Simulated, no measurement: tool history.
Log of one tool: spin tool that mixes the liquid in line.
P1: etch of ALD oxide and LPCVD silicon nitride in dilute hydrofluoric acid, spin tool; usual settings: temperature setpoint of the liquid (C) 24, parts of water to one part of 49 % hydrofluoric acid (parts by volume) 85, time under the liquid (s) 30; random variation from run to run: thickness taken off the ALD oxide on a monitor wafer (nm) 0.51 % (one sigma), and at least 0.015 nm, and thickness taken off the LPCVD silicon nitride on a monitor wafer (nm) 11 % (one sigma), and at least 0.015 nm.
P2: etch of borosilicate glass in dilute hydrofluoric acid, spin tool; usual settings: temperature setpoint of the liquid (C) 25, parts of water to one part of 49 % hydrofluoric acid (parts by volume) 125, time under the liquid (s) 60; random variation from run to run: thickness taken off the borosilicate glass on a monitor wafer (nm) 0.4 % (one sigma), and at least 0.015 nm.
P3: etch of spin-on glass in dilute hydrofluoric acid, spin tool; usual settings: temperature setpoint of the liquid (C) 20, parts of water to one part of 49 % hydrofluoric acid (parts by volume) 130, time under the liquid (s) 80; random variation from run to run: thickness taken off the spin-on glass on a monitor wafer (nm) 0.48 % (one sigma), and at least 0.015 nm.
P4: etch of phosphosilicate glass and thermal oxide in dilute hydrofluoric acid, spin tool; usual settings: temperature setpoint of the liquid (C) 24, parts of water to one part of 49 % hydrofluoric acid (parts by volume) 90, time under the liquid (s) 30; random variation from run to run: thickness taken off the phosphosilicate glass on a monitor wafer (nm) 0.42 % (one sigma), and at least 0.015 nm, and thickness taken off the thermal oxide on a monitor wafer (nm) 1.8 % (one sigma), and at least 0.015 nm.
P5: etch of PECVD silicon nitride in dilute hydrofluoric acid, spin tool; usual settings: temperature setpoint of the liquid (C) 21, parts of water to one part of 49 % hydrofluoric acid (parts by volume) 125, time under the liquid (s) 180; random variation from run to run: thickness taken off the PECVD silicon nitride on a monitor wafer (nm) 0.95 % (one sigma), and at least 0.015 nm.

| run | hour | process that ran | temperature setpoint of the liquid (C) | parts of water to one part of 49 % hydrofluoric acid (parts by volume) | time under the liquid (s) | hours since the thermometer was replaced | hours since the hydrofluoric acid flow meter was replaced | thickness taken off the ALD oxide on a monitor wafer (nm) | thickness taken off the LPCVD silicon nitride on a monitor wafer (nm) | thickness taken off the phosphosilicate glass on a monitor wafer (nm) | thickness taken off the thermal oxide on a monitor wafer (nm) | thickness taken off the PECVD silicon nitride on a monitor wafer (nm) | thickness taken off the spin-on glass on a monitor wafer (nm) | thickness taken off the borosilicate glass on a monitor wafer (nm) |
|---|---|---|---|---|---|---|---|---|---|---|---|---|---|---|
| 1 | 11 | P1 | 24 | 85 | 30 | 198.8 | 216 | 11.484 | 0.15542 |  |  |  |  |  |
| 2 | 25.3 | P4 | 24 | 90 | 15 | 213.1 | 230.3 |  |  | 33.777 | 0.76592 |  |  |  |
| 3 | 39.7 | P5 | 21 | 125 | 15 | 227.5 | 244.7 |  |  |  |  | 0.22416 |  |  |
| 4 | 50.5 | P1 | 24 | 85 | 15 | 238.3 | 255.5 | 5.7421 | 0.071876 |  |  |  |  |  |
| 5 | 60.8 | P1 | 24 | 85 | 30 | 248.6 | 265.8 | 11.543 | 0.15783 |  |  |  |  |  |
| 6 | 68.7 | P3 | 17 | 130 | 80 | 256.5 | 273.7 |  |  |  |  |  | 26.281 |  |
| 7 | 85.2 | P2 | 25 | 125 | 60 | 273 | 290.2 |  |  |  |  |  |  | 12.223 |
| 8 | 96.2 | P5 | 27.5 | 125 | 180 | 284 | 301.2 |  |  |  |  | 4.1105 |  |  |
| 9 | 105.6 | P3 | 20 | 130 | 35 | 293.4 | 310.6 |  |  |  |  |  | 13.039 |  |
| 10 | 114 | P1 | 17 | 85 | 30 | 301.8 | 319 | 8.462 | 0.12277 |  |  |  |  |  |
| 11 | 122.7 | P2 | 25 | 50 | 60 | 310.5 | 327.7 |  |  |  |  |  |  | 33.407 |
| 12 | 131.7 | P5 | 21 | 125 | 180 | 319.5 | 336.7 |  |  |  |  | 2.6956 |  |  |
| 13 | 139.4 | P3 | 20 | 130 | 80 | 327.2 | 344.4 |  |  |  |  |  | 29.687 |  |
| 14 | 153.7 | P1 | 24 | 120 | 30 | 341.5 | 358.7 | 7.7203 | 0.10982 |  |  |  |  |  |
| 15 | 166.5 | P5 | 21 | 210 | 180 | 354.3 | 371.5 |  |  |  |  | 1.6181 |  |  |
| 16 | 175.1 | P1 | 29.5 | 85 | 30 | 362.9 | 380.1 | 14.2 | 0.27116 |  |  |  |  |  |
| 17 | 187.5 | P1 | 24 | 85 | 30 | 375.3 | 392.5 | 11.406 | 0.17109 |  |  |  |  |  |
| 18 | 200.3 | P3 | 20 | 130 | 80 | 388.1 | 405.3 |  |  |  |  |  | 29.97 |  |
| 19 | 216.1 | P1 | 24 | 120 | 15 | 403.9 | 421.1 | 3.9157 | 0.067993 |  |  |  |  |  |
| 20 | 228 | P3 | 20 | 35 | 80 | 415.8 | 433 |  |  |  |  |  | 123.24 |  |
| 21 | 238.2 | P5 | 21 | 125 | 180 | 426 | 443.2 |  |  |  |  | 2.6706 |  |  |
| 22 | 253 | P1 | 24 | 85 | 30 | 440.8 | 458 | 11.422 | 0.11637 |  |  |  |  |  |
| 23 | 265.9 | P2 | 25 | 125 | 15 | 453.7 | 470.9 |  |  |  |  |  |  | 3.0627 |
| 24 | 273.8 | P1 | 24 | 85 | 30 | 461.6 | 478.8 | 11.405 | 0.20802 |  |  |  |  |  |
| 25 | 283.7 | P1 | 24 | 85 | 60 | 471.5 | 488.7 | 22.791 | 0.35213 |  |  |  |  |  |
| 26 | 299.9 | P1 | 20.5 | 85 | 45 | 487.7 | 504.9 | 14.844 | 0.20177 |  |  |  |  |  |
| 27 | 311.7 | P4 | 31 | 90 | 30 | 499.5 | 516.7 |  |  | 87.748 | 2.0623 |  |  |  |
| 28 | 322.6 | P4 | 24 | 55 | 30 | 510.4 | 527.6 |  |  | 115.02 | 2.5697 |  |  |  |
| 29 | 334.5 | P2 | 32.5 | 125 | 60 | 522.3 | 539.5 |  |  |  |  |  |  | 16.118 |
| 30 | 345.3 | P1 | 24 | 85 | 30 | 533.1 | 550.3 | 11.45 | 0.16725 |  |  |  |  |  |
| 31 | 360.7 | P4 | 24 | 90 | 30 | 548.5 | 565.7 |  |  | 67.249 | 1.5622 |  |  |  |
| 32 | 372.3 | P1 | 24 | 45 | 30 | 560.1 | 577.3 | 22.663 | 0.32579 |  |  |  |  |  |
| 33 | 387.6 | P1 | 24 | 85 | 30 | 575.4 | 592.6 | 11.526 | 0.21446 |  |  |  |  |  |
| 34 | 402.8 | P1 | 24 | 85 | 30 | 590.6 | 607.8 | 11.662 | 0.21527 |  |  |  |  |  |
| 35 | 410.6 | P1 | 24 | 85 | 30 | 598.4 | 615.6 | 11.802 | 0.14301 |  |  |  |  |  |
| 36 | 424.3 | P1 | 24 | 85 | 30 | 612.1 | 629.3 | 12.022 | 0.201 |  |  |  |  |  |
| 37 | 437 | P1 | 24 | 85 | 30 | 624.8 | 642 | 12.168 | 0.21759 |  |  |  |  |  |
| 38 | 453.3 | P1 | 24 | 85 | 30 | 641.1 | 658.3 | 12.245 | 0.21719 |  |  |  |  |  |
| 39 | 463.8 | P1 | 24 | 85 | 30 | 651.6 | 668.8 | 12.197 | 0.17729 |  |  |  |  |  |
| 40 | 475.4 | P1 | 24 | 85 | 30 | 663.2 | 680.4 | 12.165 | 0.19467 |  |  |  |  |  |
| 41 | 488.6 | P1 | 24 | 85 | 30 | 676.4 | 693.6 | 12.278 | 0.22858 |  |  |  |  |  |
| 42 | 506.1 | P1 | 24 | 85 | 30 | 693.9 | 711.1 | 12.308 | 0.17166 |  |  |  |  |  |
| 43 | 518.2 | P1 | 24 | 85 | 30 | 706 | 723.2 | 12.188 | 0.14224 |  |  |  |  |  |
| 44 | 535.1 | P1 | 24 | 85 | 30 | 722.9 | 740.1 | 12.309 | 0.21456 |  |  |  |  |  |

What P1 gives has crept away from where it was. These 2 causes fit the log equally well, each at the size given:
A: hydrofluoric acid flow above the setpoint (%) = 6.59
B: liquid hotter than its thermometer reads (K) = 1.78
The creep began at about hour 387.6.

4 check runs are offered, each on 2 wafers whose results are averaged, their results left as question marks. Which one tells the causes apart?
| check 1 | 552 | P2 | 25 | 125 | 60 |  |  |  |  |  |  |  |  | ? |
| check 2 | 552 | P5 | 21 | 125 | 180 |  |  |  |  |  |  | ? |  |  |
| check 3 | 552 | P4 | 24 | 90 | 30 |  |  |  |  | ? | ? |  |  |  |
| check 4 | 552 | P3 | 20 | 130 | 80 |  |  |  |  |  |  |  | ? |  |

What each check would give under each cause:
| check | result | if A | if B |
|---|---|---|---|
| check 1 | thickness taken off the borosilicate glass on a monitor wafer (nm) | 13.078 | 13.009 |
| check 2 | thickness taken off the PECVD silicon nitride on a monitor wafer (nm) | 2.8546 | 3.018 |
| check 3 | thickness taken off the phosphosilicate glass on a monitor wafer (nm) | 72.008 | 71.99 |
| check 3 | thickness taken off the thermal oxide on a monitor wafer (nm) | 1.6487 | 1.6483 |
| check 4 | thickness taken off the spin-on glass on a monitor wafer (nm) | 31.976 | 31.933 |
How far apart the two closest causes lie, in the result that separates them most: check 1 0.52 %; check 2 5.57 %; check 3 0.03 %; check 4 0.14 %
Check 2 tells the causes apart: in the others they would give nearly the same result.

Check 2 was then run and gave: thickness taken off the PECVD silicon nitride on a monitor wafer (nm) 3.0591. Which cause is it?

It is B: liquid hotter than its thermometer reads (K).
